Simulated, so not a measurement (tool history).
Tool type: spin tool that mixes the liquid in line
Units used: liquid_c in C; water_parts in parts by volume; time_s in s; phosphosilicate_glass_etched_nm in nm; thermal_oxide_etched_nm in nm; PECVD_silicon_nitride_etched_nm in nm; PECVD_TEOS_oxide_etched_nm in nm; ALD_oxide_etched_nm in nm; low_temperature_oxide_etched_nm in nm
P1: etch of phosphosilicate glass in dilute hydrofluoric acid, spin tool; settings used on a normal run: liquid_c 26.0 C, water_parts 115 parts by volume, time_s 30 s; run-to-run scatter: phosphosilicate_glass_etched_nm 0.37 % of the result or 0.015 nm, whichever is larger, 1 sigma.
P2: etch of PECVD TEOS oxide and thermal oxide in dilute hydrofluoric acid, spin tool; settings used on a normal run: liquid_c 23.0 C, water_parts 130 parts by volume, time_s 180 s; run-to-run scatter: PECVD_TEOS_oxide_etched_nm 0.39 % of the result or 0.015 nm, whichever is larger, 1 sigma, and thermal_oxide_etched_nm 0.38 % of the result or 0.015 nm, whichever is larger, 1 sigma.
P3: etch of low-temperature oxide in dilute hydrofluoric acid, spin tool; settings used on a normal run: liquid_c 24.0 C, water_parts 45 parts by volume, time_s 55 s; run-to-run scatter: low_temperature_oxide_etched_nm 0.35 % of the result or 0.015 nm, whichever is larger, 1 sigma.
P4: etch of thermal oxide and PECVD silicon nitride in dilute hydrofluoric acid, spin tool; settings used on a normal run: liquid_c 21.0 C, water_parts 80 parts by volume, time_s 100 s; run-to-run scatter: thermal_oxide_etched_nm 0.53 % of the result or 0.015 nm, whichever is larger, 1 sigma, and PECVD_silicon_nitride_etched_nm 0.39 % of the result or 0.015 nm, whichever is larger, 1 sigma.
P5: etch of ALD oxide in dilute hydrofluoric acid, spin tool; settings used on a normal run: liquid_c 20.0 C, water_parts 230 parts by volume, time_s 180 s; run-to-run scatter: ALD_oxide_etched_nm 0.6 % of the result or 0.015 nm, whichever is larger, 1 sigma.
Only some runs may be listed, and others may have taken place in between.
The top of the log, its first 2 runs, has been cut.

run   hour  process  liquid_c  water_parts  time_s  hours since the thermometer was replaced  hours since the hydrofluoric acid flow meter was replaced  phosphosilicate_glass_etched_nm  thermal_oxide_etched_nm  PECVD_silicon_nitride_etched_nm  PECVD_TEOS_oxide_etched_nm  ALD_oxide_etched_nm  low_temperature_oxide_etched_nm
  3   18.9       P4      21.0           80     100                                    1629.8                                                     1269.7                                                    5.5066                           5.6421
  4   23.7       P4      29.0           80     100                                    1634.6                                                     1274.5                                                    7.6124                           9.5822
  5   29.7       P1      26.0          115      30                                    1640.6                                                     1280.5                           35.049
  6   34.8       P2      17.0          130     180                                    1645.7                                                     1285.6                                                    4.9158                                                      10.8700
  7   40.6       P5      25.5          230     180                                    1651.5                                                     1291.4                                                                                                                                      6.8536
  8   49.8       P1      26.0          115      30                                    1660.7                                                     1300.6                           35.136
  9   58.5       P5      20.0          135     180                                    1669.4                                                     1309.3                                                                                                                                     10.4570
      58.9  -- hydrofluoric acid flow meter replaced
 10   63.4       P3      24.0           45      80                                    1674.3                                                        4.6                                                                                                                                                                       19.596
 11   71.4       P1      26.0          115      30                                    1682.3                                                       12.6                           35.029
 12   77.2       P1      26.0          115      30                                    1688.1                                                       18.4                           35.148
 13   87.1       P1      19.5          115      15                                    1698.0                                                       28.3                           13.614
 14   94.2       P2      23.0          190     180                                    1705.1                                                       35.4                                                    3.9941                                                       8.9205
 15   99.6       P4      21.0          115     100                                    1710.5                                                       40.8                                                    3.6403                           3.9940
 16  104.3       P3      24.0           45      55                                    1715.2                                                       45.5                                                                                                                                                                       13.518
 17  110.2       P2      23.0          130     180                                    1721.1                                                       51.4                                                    6.1758                                                      13.8660
 18  117.0       P2      23.0          130      70                                    1727.9                                                       58.2                                                    2.3655                                                       5.4134
 19  122.4       P1      26.0           30      30                                    1733.3                                                       63.6                          150.890
 20  131.4       P3      20.0           45      55                                    1742.3                                                       72.6                                                                                                                                                                       11.333
 21  135.8       P5      20.0          230     180                                    1746.7                                                       77.0                                                                                                                                      5.6220
 22  140.7       P4      21.0           80     100                                    1751.6                                                       81.9                                                    5.4956                           5.6875
 23  149.1       P2      23.0          130     180                                    1760.0                                                       90.3                                                    6.1867                                                      13.8700
 24  156.1       P3      24.0           70      55                                    1767.0                                                       97.3                                                                                                                                                                        8.360
 25  164.8       P4      21.0           80      45                                    1775.7                                                      106.0                                                    2.4671                           2.5652
 26  172.4       P5      20.0          230     180                                    1783.3                                                      113.6                                                                                                                                      5.6212

What will run 27 give?
 27  179.2       P5      20.0          230     355                                    1790.1                                                      120.4                                                                                                                                           ?

{"run 27": {"ALD_oxide_etched_nm": 11.04}}
